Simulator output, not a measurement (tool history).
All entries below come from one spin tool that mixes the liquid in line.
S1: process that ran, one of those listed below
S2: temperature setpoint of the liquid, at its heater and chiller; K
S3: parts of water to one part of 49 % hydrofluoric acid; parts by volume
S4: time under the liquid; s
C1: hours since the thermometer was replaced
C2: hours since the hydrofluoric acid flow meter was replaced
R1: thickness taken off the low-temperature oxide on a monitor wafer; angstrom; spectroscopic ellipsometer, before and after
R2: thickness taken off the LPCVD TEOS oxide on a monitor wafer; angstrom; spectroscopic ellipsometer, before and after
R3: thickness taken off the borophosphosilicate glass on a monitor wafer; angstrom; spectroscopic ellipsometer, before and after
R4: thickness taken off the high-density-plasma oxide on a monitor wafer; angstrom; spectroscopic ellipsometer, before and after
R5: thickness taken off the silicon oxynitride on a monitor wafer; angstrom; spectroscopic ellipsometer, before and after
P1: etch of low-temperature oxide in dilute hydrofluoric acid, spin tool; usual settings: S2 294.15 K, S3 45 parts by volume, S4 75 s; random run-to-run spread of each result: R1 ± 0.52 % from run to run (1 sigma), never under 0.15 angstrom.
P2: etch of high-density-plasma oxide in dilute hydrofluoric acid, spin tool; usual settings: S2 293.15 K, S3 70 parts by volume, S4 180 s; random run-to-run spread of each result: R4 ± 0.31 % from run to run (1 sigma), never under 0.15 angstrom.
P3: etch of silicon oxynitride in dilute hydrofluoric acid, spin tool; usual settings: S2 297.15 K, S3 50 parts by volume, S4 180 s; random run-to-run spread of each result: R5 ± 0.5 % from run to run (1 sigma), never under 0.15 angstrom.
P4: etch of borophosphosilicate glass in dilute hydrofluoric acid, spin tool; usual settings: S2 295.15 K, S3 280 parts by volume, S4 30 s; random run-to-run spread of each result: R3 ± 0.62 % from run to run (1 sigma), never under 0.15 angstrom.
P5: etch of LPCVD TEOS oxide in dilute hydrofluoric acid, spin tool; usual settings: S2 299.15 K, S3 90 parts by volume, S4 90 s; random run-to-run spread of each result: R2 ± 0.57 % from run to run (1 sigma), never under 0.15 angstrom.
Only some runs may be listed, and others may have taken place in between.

run,hour,S1,S2,S3,S4,C1,C2,R1,R2,R3,R4,R5
1,8.1,P1,294.15,45,75,285,412.8,188.55,,,,
2,17.9,P1,299.15,45,75,294.8,422.6,231.4,,,,
3,33,P1,294.15,45,75,309.9,437.7,189.79,,,,
4,46,P5,299.15,20,90,322.9,450.7,,1931.7,,,
5,56.5,P4,295.15,450,30,333.4,461.2,,,25.667,,
6,64.9,P1,294.15,45,75,341.8,469.6,188.34,,,,
# hour 74.1: hydrofluoric acid flow meter replaced
7,80,P2,293.15,110,180,356.9,6,,,,72.518,
8,92.3,P4,295.15,280,30,369.2,18.3,,,48.451,,
9,106.5,P4,303.65,280,30,383.4,32.5,,,65.45,,
10,120.5,P4,295.15,280,50,397.4,46.5,,,80.276,,
11,132.4,P3,297.15,85,180,409.3,58.4,,,,,29.901
12,141,P3,302.65,50,180,417.9,67,,,,,69.158
13,155.6,P1,294.15,25,75,432.5,81.6,349.83,,,,
14,164.6,P1,290.15,45,75,441.5,90.6,160.27,,,,
15,178.9,P1,294.15,45,15,455.8,104.9,37.605,,,,
16,189.2,P3,297.15,50,180,466.1,115.2,,,,,53.619
17,200.8,P5,299.15,90,90,477.7,126.8,,389.36,,,
18,208.9,P1,291.15,75,75,485.8,134.9,96.737,,,,
19,220.8,P2,293.15,70,320,497.7,146.8,,,,212.64,
20,230.5,P1,294.15,65,75,507.4,156.5,126.86,,,,
21,242,P1,294.15,45,75,518.9,168,189.55,,,,
22,252.1,P3,297.15,50,320,529,178.1,,,,,94.41
23,263.1,P1,294.15,45,75,540,189.1,188.75,,,,
24,273.4,P3,297.15,50,180,550.3,199.4,,,,,53.464
25,286.5,P5,291.65,90,90,563.4,212.5,,286.51,,,
26,298.9,P2,290.15,70,180,575.8,224.9,,,,104.73,
27,307.3,P5,299.15,90,50,584.2,233.3,,219.23,,,
28,322.1,P1,294.15,45,135,599,248.1,342.81,,,,
29,331.5,P1,290.15,45,20,608.4,257.5,42.463,,,,
30,342,P2,293.15,70,180,618.9,268,,,,118.6,
31,356.8,P1,294.15,45,75,633.7,282.8,189.54,,,,
32,364.3,P1,294.15,45,75,641.2,290.3,193.45,,,,
33,379.2,P1,294.15,45,75,656.1,305.2,199.39,,,,
34,395,P1,294.15,45,75,671.9,321,198.94,,,,
35,409.9,P1,294.15,45,75,686.8,335.9,199.72,,,,
36,417.6,P1,294.15,45,75,694.5,343.6,201.5,,,,
37,432.2,P1,294.15,45,75,709.1,358.2,197.69,,,,

The output of P1 has drifted from where it used to be. Each of the 2 causes below, taken at the size shown beside it, accounts for the log equally well:
A: hydrofluoric acid flow above the setpoint (%) = 5.85
B: liquid hotter than its thermometer reads (K) = 1.43
The process output started creeping at around hour 356.8.

4 check runs are offered, each on 3 wafers whose results are averaged, their results left as question marks. Which one tells the causes apart?
check 1,446.8,P5,299.15,30,90,,,,?,,,
check 2,446.8,P4,301.15,390,30,,,,,?,,
check 3,446.8,P3,297.15,80,300,,,,,,,?
check 4,446.8,P2,293.15,95,180,,,,,,?,

If the cause were each of the candidates in turn, the checks would give the following:
check,result,if A,if B
check 1,R2,1351.6,1350.7
check 2,R3,41.282,39.913
check 3,R5,57.502,57.931
check 4,R4,91.053,90.669
Distance between the nearest two causes, measured in the result of the check that separates them most: check 1 0.06 %; check 2 3.37 %; check 3 0.74 %; check 4 0.42 %
Only check 2 tells the causes apart: in the others they would give nearly the same result.

After running check 2, the following was obtained: R3 41.121 angstrom. Which cause does this point to?

It is A: hydrofluoric acid flow above the setpoint (%).
